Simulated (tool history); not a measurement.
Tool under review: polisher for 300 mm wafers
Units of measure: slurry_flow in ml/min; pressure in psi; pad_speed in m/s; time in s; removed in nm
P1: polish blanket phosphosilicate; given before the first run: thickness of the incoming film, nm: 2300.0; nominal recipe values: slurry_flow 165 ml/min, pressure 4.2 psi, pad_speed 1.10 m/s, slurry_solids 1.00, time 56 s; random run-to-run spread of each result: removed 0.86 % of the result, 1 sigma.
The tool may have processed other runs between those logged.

run	hour	slurry_flow	pressure	pad_speed	slurry_solids	time	removed
1	5.6	165	4.2	1.10	1.00	56	785.62
2	11.1	165	4.2	1.10	1.00	25	346.96
3	20.9	165	4.2	1.10	1.00	56	779.50
4	26.2	100	4.2	1.10	1.00	56	702.72
5	35.7	165	4.2	1.72	1.00	56	1130.00
6	44.6	165	4.2	1.10	1.00	56	787.95
7	54.6	165	4.2	1.10	0.55	56	568.89
8	63.5	165	4.2	1.10	1.00	56	787.70
9	68.9	165	4.2	1.10	1.00	82	1150.60
10	74.6	165	4.2	1.10	1.00	56	779.18
11	82.2	165	6.6	1.10	0.80	56	1105.50
12	89.5	165	4.2	0.80	1.00	56	609.41
# hour 93.1: worn pad replaced by a new one
13	99.5	165	4.2	1.10	1.00	56	785.78
14	110.6	165	5.8	1.10	1.00	56	1092.00
15	121.8	165	2.0	1.10	1.00	56	376.53
16	129.7	260	4.2	1.10	1.00	56	837.54
17	140.6	165	4.2	1.10	1.45	56	909.05
18	145.8	165	4.2	1.10	1.00	56	789.06
19	152.4	165	4.2	1.10	1.00	56	767.70
20	162.5	165	4.2	1.10	1.00	56	749.97
21	167.5	165	4.2	1.10	1.00	56	739.06
22	174.5	165	4.2	1.10	1.00	56	728.56
# hour 177.6: worn pad replaced by a new one
23	184.8	165	4.2	1.10	1.00	56	722.73
# hour 189.6: conditioning disc replaced and pad reconditioned
# hour 192.0: head pressure recalibrated
24	195.0	165	4.2	1.10	1.00	56	718.99
25	204.5	165	4.2	1.10	1.00	56	709.86
26	210.3	165	4.2	1.10	1.00	56	712.57
27	220.0	165	4.2	1.10	1.00	56	704.14

What P1 gives has crept away from where it was. These 2 causes fit the log equally well, each at the size given:
A: slurry flow missing at the pad, % = 39.6
B: abrasive missing from the slurry, % = 19.2
Creep in the process output first set in at about hour 145.8.
The rest of the possible causes, and what rules out each one:
removal rate lost through wear of the pad, %: serviced at hour 177.6, after the change had begun; the process did not return to its earlier output
head's pressure below its setpoint, %: serviced at hour 192.0, after the change had begun; the process did not return to its earlier output
time polished since the conditioner stopped cutting, s: serviced at hour 189.6, after the change had begun; the process did not return to its earlier output

The 4 check runs listed below each average the results of 5 wafers, and their outcomes are marked with question marks. Under which run would the listed causes produce clearly different results?
check 1	229.7	165	2.7	1.10	1.00	56	?
check 2	229.7	250	2.8	1.10	1.00	56	?
check 3	229.7	165	2.2	1.10	1.00	56	?
check 4	229.7	165	4.2	1.70	1.00	73	?

If the cause were each of the candidates in turn, the checks would give the following:
check	result	if A	if B
check 1	removed	455.64	455.44
check 2	removed	515.67	498.94
check 3	removed	371.26	371.10
check 4	removed	1308.90	1308.30
Separation of the two closest causes in each check, using whichever result separates them best: check 1 0.04 %; check 2 3.3 %; check 3 0.04 %; check 4 0.04 %
Check 2 distinguishes between the causes, while the remaining checks would return nearly the same result for all of them.

The results of check 2 are: removed 518.40 nm. Based on these, which of the listed causes is it?

The correct cause is A, namely: slurry flow missing at the pad, %.
